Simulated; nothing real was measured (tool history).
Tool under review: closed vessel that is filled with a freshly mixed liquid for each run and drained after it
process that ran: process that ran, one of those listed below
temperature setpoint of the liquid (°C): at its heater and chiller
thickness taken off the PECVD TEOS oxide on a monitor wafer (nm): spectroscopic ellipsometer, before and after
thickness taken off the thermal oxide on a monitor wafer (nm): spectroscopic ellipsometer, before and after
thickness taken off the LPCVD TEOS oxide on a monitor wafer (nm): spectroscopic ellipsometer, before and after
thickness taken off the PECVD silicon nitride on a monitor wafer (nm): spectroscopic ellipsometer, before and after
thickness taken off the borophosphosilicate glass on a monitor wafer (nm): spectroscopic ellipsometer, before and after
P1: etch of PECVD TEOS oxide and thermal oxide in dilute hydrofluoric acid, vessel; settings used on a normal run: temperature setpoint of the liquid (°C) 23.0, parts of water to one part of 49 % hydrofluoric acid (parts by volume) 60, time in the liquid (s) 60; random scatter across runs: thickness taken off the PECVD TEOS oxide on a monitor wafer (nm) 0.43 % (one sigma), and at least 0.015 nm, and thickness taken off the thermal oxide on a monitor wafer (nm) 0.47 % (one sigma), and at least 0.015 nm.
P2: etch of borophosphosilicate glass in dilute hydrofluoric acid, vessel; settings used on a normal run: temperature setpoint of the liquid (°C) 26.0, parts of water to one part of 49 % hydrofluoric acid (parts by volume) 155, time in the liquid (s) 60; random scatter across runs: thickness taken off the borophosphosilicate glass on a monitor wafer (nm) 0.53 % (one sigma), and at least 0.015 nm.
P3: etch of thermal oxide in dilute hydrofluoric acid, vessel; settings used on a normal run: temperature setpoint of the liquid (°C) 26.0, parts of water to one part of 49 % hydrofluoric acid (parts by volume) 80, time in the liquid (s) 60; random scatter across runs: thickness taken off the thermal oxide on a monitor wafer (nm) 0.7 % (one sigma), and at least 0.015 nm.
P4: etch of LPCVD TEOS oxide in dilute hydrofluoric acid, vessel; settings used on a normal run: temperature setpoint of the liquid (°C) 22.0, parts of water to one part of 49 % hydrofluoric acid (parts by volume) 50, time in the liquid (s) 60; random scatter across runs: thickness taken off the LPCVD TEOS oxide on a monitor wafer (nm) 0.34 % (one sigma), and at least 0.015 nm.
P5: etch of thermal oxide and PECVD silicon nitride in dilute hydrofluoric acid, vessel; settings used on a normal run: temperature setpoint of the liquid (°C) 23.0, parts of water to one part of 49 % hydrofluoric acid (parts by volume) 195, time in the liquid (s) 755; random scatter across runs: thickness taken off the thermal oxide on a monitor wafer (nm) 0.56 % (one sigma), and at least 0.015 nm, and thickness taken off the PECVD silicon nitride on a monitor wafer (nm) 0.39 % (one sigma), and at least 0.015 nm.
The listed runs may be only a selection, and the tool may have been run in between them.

run	hour	process that ran	temperature setpoint of the liquid (°C)	parts of water to one part of 49 % hydrofluoric acid (parts by volume)	time in the liquid (s)	hours since the thermometer was replaced	hours since the hydrofluoric acid flow meter was replaced	thickness taken off the PECVD TEOS oxide on a monitor wafer (nm)	thickness taken off the thermal oxide on a monitor wafer (nm)	thickness taken off the LPCVD TEOS oxide on a monitor wafer (nm)	thickness taken off the PECVD silicon nitride on a monitor wafer (nm)	thickness taken off the borophosphosilicate glass on a monitor wafer (nm)
1	4.8	P1	23.0	60	60	302.0	375.2	8.6893	4.6640			
2	11.5	P1	23.0	60	30	308.7	381.9	4.3634	2.3401			
3	20.3	P4	22.0	50	90	317.5	390.7			38.817		
4	27.3	P1	23.0	100	30	324.5	397.7	2.4835	1.3410			
5	36.9	P1	23.0	100	60	334.1	407.3	4.9503	2.6166			
6	44.1	P4	22.0	50	60	341.3	414.5			25.947		
7	54.0	P5	23.0	195	1165	351.2	424.4		23.5830		15.3010	
8	63.3	P3	26.0	80	30	360.5	433.7		1.9737			
9	70.6	P1	23.0	35	60	367.8	441.0	15.3130	8.1825			
10	79.4	P2	18.5	155	60	376.6	449.8					10.0220
11	89.3	P4	22.0	50	60	386.5	459.7			25.887		
12	96.4	P2	26.0	155	60	393.6	466.8					13.3940
13	101.4	P5	23.0	70	755	398.6	471.8		49.2130		27.1240	
14	110.0	P3	22.0	80	60	407.2	480.4		3.3993			
15	118.2	P1	23.0	60	60	415.4	488.6	8.7420	4.5695			
16	123.8	P3	26.0	40	60	421.0	494.2		8.4558			
17	133.0	P4	30.5	50	60	430.2	503.4			36.280		
18	142.8	P3	26.0	80	60	440.0	513.2		3.9453			
# hour 142.9: hydrofluoric acid flow meter replaced
19	149.3	P2	26.0	285	60	446.5	6.5					6.2789
20	158.4	P5	23.0	195	755	455.6	15.6		15.3370		9.8792	
21	165.1	P1	17.5	60	60	462.3	22.3	6.8916	3.6427			
22	174.1	P1	23.0	80	30	471.3	31.3	3.1365	1.6666			
23	178.9	P2	26.0	155	60	476.1	36.1					13.5480
24	183.2	P4	22.0	90	60	480.4	40.4			13.716		
25	191.6	P1	23.0	60	60	488.8	48.8	8.6702	4.5578			
26	197.6	P5	17.0	195	755	494.8	54.8		12.2050		6.6707	
27	203.9	P1	27.5	60	60	501.1	61.1	10.4310	5.4789			
28	210.2	P2	26.0	155	120	507.4	67.4					26.8650
29	216.9	P1	23.0	60	60	514.1	74.1	8.6401	4.5581			
30	224.7	P1	23.0	60	110	521.9	81.9	15.9020	8.4625			
31	231.6	P5	23.0	195	755	528.8	88.8		15.2320		9.8413	
32	238.6	P1	23.0	60	60	535.8	95.8	8.6605	4.5679			
33	248.0	P1	23.0	60	60	545.2	105.2	8.8678	4.7532			
34	252.8	P1	23.0	60	60	550.0	110.0	9.0380	4.8154			
35	262.4	P1	23.0	60	60	559.6	119.6	9.1270	4.7988			
36	271.3	P1	23.0	60	60	568.5	128.5	9.2119	4.9077			

Run 37 has not been measured yet. What should we expect?
37	279.8	P1	23.0	60	60	577.0	137.0	?	?			

{"run 37": {"thickness taken off the PECVD TEOS oxide on a monitor wafer (nm)": 9.2014, "thickness taken off the thermal oxide on a monitor wafer (nm)": 4.9467}}

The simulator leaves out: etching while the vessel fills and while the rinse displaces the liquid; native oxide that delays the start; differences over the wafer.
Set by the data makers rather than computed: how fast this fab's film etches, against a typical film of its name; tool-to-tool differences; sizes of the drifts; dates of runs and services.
